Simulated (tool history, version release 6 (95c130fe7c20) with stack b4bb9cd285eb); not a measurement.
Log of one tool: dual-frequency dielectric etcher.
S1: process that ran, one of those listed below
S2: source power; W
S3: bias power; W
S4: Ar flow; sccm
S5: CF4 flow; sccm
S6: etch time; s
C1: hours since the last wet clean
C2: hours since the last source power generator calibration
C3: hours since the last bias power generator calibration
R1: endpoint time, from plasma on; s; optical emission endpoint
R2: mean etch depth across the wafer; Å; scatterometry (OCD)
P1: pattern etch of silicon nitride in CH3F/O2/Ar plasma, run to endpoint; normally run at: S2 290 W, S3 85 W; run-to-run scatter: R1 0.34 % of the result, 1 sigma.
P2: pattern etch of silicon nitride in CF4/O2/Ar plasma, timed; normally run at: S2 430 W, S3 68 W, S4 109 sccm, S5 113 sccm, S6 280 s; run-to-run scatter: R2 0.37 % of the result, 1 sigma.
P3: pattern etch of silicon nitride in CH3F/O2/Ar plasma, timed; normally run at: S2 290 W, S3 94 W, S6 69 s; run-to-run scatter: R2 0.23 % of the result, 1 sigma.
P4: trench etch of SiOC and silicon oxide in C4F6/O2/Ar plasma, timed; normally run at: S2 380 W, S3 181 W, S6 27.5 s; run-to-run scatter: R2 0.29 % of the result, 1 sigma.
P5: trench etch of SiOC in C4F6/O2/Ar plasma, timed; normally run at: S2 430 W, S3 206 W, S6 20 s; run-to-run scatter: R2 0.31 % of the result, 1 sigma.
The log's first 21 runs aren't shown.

run 22 hour=222.7 | S1=P1 S2=290 S3=85 | C1=616.2 C2=565.2 C3=1040.4 | R1=83.369
run 23 hour=231.7 | S1=P5 S2=430 S3=251 S6=20 | C1=625.2 C2=574.2 C3=1049.4 | R2=463.04
run 24 hour=241.6 | S1=P2 S2=560 S3=68 S4=109 S5=113 S6=280 | C1=635.1 C2=584.1 C3=1059.3 | R2=6843.4
run 25 hour=251.6 | S1=P3 S2=290 S3=94 S6=69 | C1=645.1 C2=594.1 C3=1069.3 | R2=471.14
run 26 hour=262.4 | S1=P1 S2=380 S3=64 | C1=655.9 C2=604.9 C3=1080.1 | R1=82.891
run 27 hour=271.9 | S1=P2 S2=430 S3=56 S4=109 S5=113 S6=280 | C1=665.4 C2=614.4 C3=1089.6 | R2=5083.6
run 28 hour=282.9 | S1=P2 S2=430 S3=68 S4=109 S5=113 S6=364.5 | C1=676.4 C2=625.4 C3=1100.6 | R2=7127.9
run 29 hour=295.2 | S1=P1 S2=290 S3=85 | C1=688.7 C2=637.7 C3=1112.9 | R1=83.106
run 30 hour=306.4 | S1=P5 S2=430 S3=206 S6=12 | C1=699.9 C2=648.9 C3=1124.1 | R2=261.61

Run 31 comes next. What will it give?
run 31 hour=315.9 | S1=P1 S2=290 S3=53 | C1=709.4 C2=658.4 C3=1133.6 | R1=?

R1: 97.906 s
